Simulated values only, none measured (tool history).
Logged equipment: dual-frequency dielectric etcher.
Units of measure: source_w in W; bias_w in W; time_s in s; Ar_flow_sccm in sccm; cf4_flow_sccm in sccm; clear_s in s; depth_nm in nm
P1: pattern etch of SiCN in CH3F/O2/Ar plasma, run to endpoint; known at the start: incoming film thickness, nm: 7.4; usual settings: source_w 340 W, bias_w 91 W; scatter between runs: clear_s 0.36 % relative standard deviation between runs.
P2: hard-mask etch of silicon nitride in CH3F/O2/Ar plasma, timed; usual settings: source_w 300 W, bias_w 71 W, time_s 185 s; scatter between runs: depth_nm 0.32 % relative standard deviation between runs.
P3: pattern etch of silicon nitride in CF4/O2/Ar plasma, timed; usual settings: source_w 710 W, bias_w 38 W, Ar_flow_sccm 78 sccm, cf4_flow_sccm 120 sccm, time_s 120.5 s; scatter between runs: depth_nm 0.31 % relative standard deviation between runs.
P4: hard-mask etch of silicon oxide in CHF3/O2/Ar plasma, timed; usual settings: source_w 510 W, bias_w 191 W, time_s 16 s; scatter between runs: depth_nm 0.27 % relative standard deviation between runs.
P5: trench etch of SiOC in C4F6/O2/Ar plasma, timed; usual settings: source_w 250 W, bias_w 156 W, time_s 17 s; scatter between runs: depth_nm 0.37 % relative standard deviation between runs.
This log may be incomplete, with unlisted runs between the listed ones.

{"run": 1, "hour": 15.4, "process": "P1", "source_w": 340, "bias_w": 91, "clear_s": 18.803}
{"run": 2, "hour": 26.4, "process": "P1", "source_w": 420, "bias_w": 113, "clear_s": 16.016}
{"run": 3, "hour": 41.8, "process": "P1", "source_w": 430, "bias_w": 91, "clear_s": 17.34}
{"run": 4, "hour": 51.2, "process": "P5", "source_w": 340, "bias_w": 156, "time_s": 17, "depth_nm": 31.569}
{"run": 5, "hour": 63.8, "process": "P1", "source_w": 340, "bias_w": 91, "clear_s": 18.799}
{"run": 6, "hour": 79.3, "process": "P3", "source_w": 710, "bias_w": 38, "time_s": 120.5, "Ar_flow_sccm": 78, "cf4_flow_sccm": 77, "depth_nm": 285.98}
{"run": 7, "hour": 89.3, "process": "P5", "source_w": 250, "bias_w": 156, "time_s": 17, "depth_nm": 28.063}
{"run": 8, "hour": 104.6, "process": "P1", "source_w": 240, "bias_w": 91, "clear_s": 21.341}
{"run": 9, "hour": 117.6, "process": "P1", "source_w": 340, "bias_w": 112, "clear_s": 17.418}
{"run": 10, "hour": 127.2, "process": "P3", "source_w": 710, "bias_w": 30, "time_s": 120.5, "Ar_flow_sccm": 78, "cf4_flow_sccm": 120, "depth_nm": 282.09}
{"run": 11, "hour": 145.7, "process": "P2", "source_w": 180, "bias_w": 71, "time_s": 185, "depth_nm": 94.963}
{"run": 12, "hour": 164.9, "process": "P3", "source_w": 710, "bias_w": 38, "time_s": 169.5, "Ar_flow_sccm": 78, "cf4_flow_sccm": 120, "depth_nm": 424.76}
{"run": 13, "hour": 175.9, "process": "P3", "source_w": 710, "bias_w": 38, "time_s": 120.5, "Ar_flow_sccm": 78, "cf4_flow_sccm": 120, "depth_nm": 302.75}
{"run": 14, "hour": 187.4, "process": "P1", "source_w": 340, "bias_w": 62, "clear_s": 21.693}
{"run": 15, "hour": 202.5, "process": "P1", "source_w": 340, "bias_w": 91, "clear_s": 18.83}
{"run": 16, "hour": 212.2, "process": "P2", "source_w": 300, "bias_w": 71, "time_s": 271, "depth_nm": 168.1}
{"run": 17, "hour": 225.6, "process": "P5", "source_w": 250, "bias_w": 120, "time_s": 17, "depth_nm": 25.672}
{"run": 18, "hour": 235.0, "process": "P4", "source_w": 510, "bias_w": 191, "time_s": 19.5, "depth_nm": 38.448}
{"run": 19, "hour": 254.2, "process": "P2", "source_w": 300, "bias_w": 71, "time_s": 185, "depth_nm": 115.32}
{"run": 20, "hour": 271.5, "process": "P2", "source_w": 300, "bias_w": 71, "time_s": 185, "depth_nm": 115.09}
{"run": 21, "hour": 284.0, "process": "P1", "source_w": 340, "bias_w": 91, "clear_s": 18.923}
{"run": 22, "hour": 292.4, "process": "P5", "source_w": 250, "bias_w": 156, "time_s": 22.5, "depth_nm": 37.011}
{"run": 23, "hour": 302.1, "process": "P1", "source_w": 340, "bias_w": 91, "clear_s": 18.757}
{"run": 24, "hour": 314.1, "process": "P4", "source_w": 370, "bias_w": 191, "time_s": 16, "depth_nm": 27.888}
{"run": 25, "hour": 329.0, "process": "P2", "source_w": 300, "bias_w": 96, "time_s": 185, "depth_nm": 128.32}
{"hour": 334.7, "done": "wet clean of the chamber"}
{"run": 26, "hour": 343.5, "process": "P5", "source_w": 250, "bias_w": 156, "time_s": 17, "depth_nm": 28.015}
{"run": 27, "hour": 359.8, "process": "P4", "source_w": 510, "bias_w": 116, "time_s": 16, "depth_nm": 26.683}
{"run": 28, "hour": 370.3, "process": "P3", "source_w": 710, "bias_w": 38, "time_s": 120.5, "Ar_flow_sccm": 58, "cf4_flow_sccm": 120, "depth_nm": 313.2}
{"run": 29, "hour": 385.3, "process": "P4", "source_w": 510, "bias_w": 191, "time_s": 16, "depth_nm": 31.417}
{"run": 30, "hour": 399.4, "process": "P1", "source_w": 340, "bias_w": 91, "clear_s": 18.83}
{"run": 31, "hour": 413.6, "process": "P3", "source_w": 570, "bias_w": 38, "time_s": 120.5, "Ar_flow_sccm": 78, "cf4_flow_sccm": 120, "depth_nm": 247.37}
{"run": 32, "hour": 431.3, "process": "P3", "source_w": 710, "bias_w": 38, "time_s": 120.5, "Ar_flow_sccm": 78, "cf4_flow_sccm": 120, "depth_nm": 303.49}
{"run": 33, "hour": 443.1, "process": "P1", "source_w": 340, "bias_w": 91, "clear_s": 18.793}
{"run": 34, "hour": 462.5, "process": "P1", "source_w": 340, "bias_w": 91, "clear_s": 19.157}
{"run": 35, "hour": 473.8, "process": "P1", "source_w": 340, "bias_w": 91, "clear_s": 19.054}
{"hour": 477.1, "done": "wet clean of the chamber"}
{"run": 36, "hour": 485.9, "process": "P1", "source_w": 340, "bias_w": 91, "clear_s": 19.285}
{"run": 37, "hour": 499.6, "process": "P1", "source_w": 340, "bias_w": 91, "clear_s": 19.142}
{"run": 38, "hour": 511.0, "process": "P1", "source_w": 340, "bias_w": 91, "clear_s": 19.173}
{"run": 39, "hour": 522.1, "process": "P1", "source_w": 340, "bias_w": 91, "clear_s": 19.169}

Something has made what P1 gives creep away from where it was; the 2 causes below, each at its own stated size, fit the log equally well:
A: source power that arrives under what is set, % = 4.76
B: bias power that arrives under what is set, % = 4.71
At approximately hour 443.1, the process output began to creep.
Ruled out, with reasons:
chamber walls in a state that lowers the etch rate, %: serviced after onset, at hour 477.1, with no recovery of the prior output

Each of the 4 check runs below uses one wafer; its results are left as question marks. Which run tells the causes apart?
{"run": "check 1", "hour": 533.2, "process": "P3", "source_w": 710, "bias_w": 38, "time_s": 120.5, "Ar_flow_sccm": 78, "cf4_flow_sccm": 120, "depth_nm": "?"}
{"run": "check 2", "hour": 533.2, "process": "P4", "source_w": 510, "bias_w": 191, "time_s": 16, "depth_nm": "?"}
{"run": "check 3", "hour": 533.2, "process": "P2", "source_w": 300, "bias_w": 71, "time_s": 185, "depth_nm": "?"}
{"run": "check 4", "hour": 533.2, "process": "P5", "source_w": 250, "bias_w": 156, "time_s": 17, "depth_nm": "?"}

If the cause were each of the candidates in turn, the checks would give the following:
check=check_1 result=depth_nm if_A=289.54 if_B=297.72
check=check_2 result=depth_nm if_A=30.97 if_B=31.032
check=check_3 result=depth_nm if_A=112.97 if_B=113.15
check=check_4 result=depth_nm if_A=27.452 if_B=27.553
Gap, in per cent, between the two causes that each check separates least, read from the result that separates them most: check 1 2.79 %; check 2 0.2 %; check 3 0.16 %; check 4 0.37 %
Check 1 distinguishes between the causes, while the remaining checks would return nearly the same result for all of them.

After running check 1, the following was obtained: depth_nm 296.32 nm. Which cause does this point to?

The correct cause is B, namely: bias power that arrives under what is set, %.
